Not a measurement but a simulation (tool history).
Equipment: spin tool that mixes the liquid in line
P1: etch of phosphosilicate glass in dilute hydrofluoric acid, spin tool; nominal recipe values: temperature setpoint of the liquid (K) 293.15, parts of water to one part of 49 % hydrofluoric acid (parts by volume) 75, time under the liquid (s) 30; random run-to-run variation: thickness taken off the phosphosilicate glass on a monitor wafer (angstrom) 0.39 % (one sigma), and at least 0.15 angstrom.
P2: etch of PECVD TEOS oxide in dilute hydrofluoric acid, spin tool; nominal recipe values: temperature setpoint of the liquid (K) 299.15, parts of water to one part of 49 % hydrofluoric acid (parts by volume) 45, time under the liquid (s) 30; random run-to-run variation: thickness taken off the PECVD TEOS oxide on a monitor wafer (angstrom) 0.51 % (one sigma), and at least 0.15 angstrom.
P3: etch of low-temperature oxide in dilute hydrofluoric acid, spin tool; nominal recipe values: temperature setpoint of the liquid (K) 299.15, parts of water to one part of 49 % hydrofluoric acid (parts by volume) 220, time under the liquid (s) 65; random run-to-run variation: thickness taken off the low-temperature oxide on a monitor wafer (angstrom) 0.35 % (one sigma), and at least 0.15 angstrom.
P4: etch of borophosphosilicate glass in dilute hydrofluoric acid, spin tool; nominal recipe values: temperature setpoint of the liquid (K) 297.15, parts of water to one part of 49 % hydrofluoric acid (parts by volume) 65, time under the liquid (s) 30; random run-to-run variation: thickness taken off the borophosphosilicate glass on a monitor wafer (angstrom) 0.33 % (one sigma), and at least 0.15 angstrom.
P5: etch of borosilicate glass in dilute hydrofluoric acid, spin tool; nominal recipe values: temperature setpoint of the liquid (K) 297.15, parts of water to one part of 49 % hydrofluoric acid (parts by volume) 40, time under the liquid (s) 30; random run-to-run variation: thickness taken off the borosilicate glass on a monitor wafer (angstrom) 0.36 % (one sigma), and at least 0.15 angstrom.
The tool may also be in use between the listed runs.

run   hour  process that ran  temperature setpoint of the liquid (K)  parts of water to one part of 49 % hydrofluoric acid (parts by volume)  time under the liquid (s)  thickness taken off the phosphosilicate glass on a monitor wafer (angstrom)  thickness taken off the borosilicate glass on a monitor wafer (angstrom)  thickness taken off the PECVD TEOS oxide on a monitor wafer (angstrom)  thickness taken off the borophosphosilicate glass on a monitor wafer (angstrom)  thickness taken off the low-temperature oxide on a monitor wafer (angstrom)
  1   12.1                P1                                  293.15                                                                      75                         30                                                                       506.44
  2   20.6                P5                                  297.15                                                                      40                         30                                                                                                                                                  349.1
  3   30.6                P2                                  299.15                                                                      45                         60                                                                                                                                                                                                                         325.21
  4   41.9                P1                                  293.15                                                                      45                         30                                                                       883.85
  5   50.4                P4                                  297.15                                                                      20                         30                                                                                                                                                                                                                                                                                                          1084.2
  6   60.6                P1                                  293.15                                                                      75                         30                                                                        511.2
  7     72                P1                                  293.15                                                                      75                         30                                                                        510.8
  8   78.8                P5                                  297.15                                                                      20                         30                                                                                                                                                 719.37
  9   85.9                P5                                  297.15                                                                      40                         60                                                                                                                                                 704.55
 10   94.9                P4                                  301.65                                                                      65                         30                                                                                                                                                                                                                                                                                                          376.63
 11  105.3                P1                                  293.15                                                                     110                         30                                                                       334.97
 12  114.2                P1                                  299.15                                                                      75                         30                                                                       646.51
 13  125.2                P1                                  298.15                                                                      75                         15                                                                       312.78
 14    132                P1                                  293.15                                                                      75                         30                                                                       508.87
 15  140.7                P5                                  290.65                                                                      40                         30                                                                                                                                                 266.83
 16  148.2                P2                                  299.15                                                                      20                         30                                                                                                                                                                                                                         380.76
 17  155.8                P1                                  293.15                                                                      75                         30                                                                       511.81
 18  163.6                P3                                  299.15                                                                     220                        125                                                                                                                                                                                                                                                                                                                                                                                       109.47
 19  171.3                P2                                  306.65                                                                      45                         30                                                                                                                                                                                                                         218.43
 20  177.1                P3                                  299.15                                                                     220                         65                                                                                                                                                                                                                                                                                                                                                                                       57.042
 21  188.1                P2                                  299.15                                                                      45                         30                                                                                                                                                                                                                         162.87
 22  198.8                P2                                  299.15                                                                      45                         30                                                                                                                                                                                                                         161.72
 23  210.4                P1                                  293.15                                                                      75                         45                                                                       764.83
 24  221.6                P1                                  290.15                                                                      75                         30                                                                       445.06
 25  231.7                P4                                  297.15                                                                      65                         15                                                                                                                                                                                                                                                                                                          157.14

Run 26 has not been measured yet. What should we expect?
 26  244.3                P3                                  305.65                                                                     220                         65                                                                                                                                                                                                                                                                                                                                                                                            ?

thickness taken off the low-temperature oxide on a monitor wafer (angstrom): 70.54
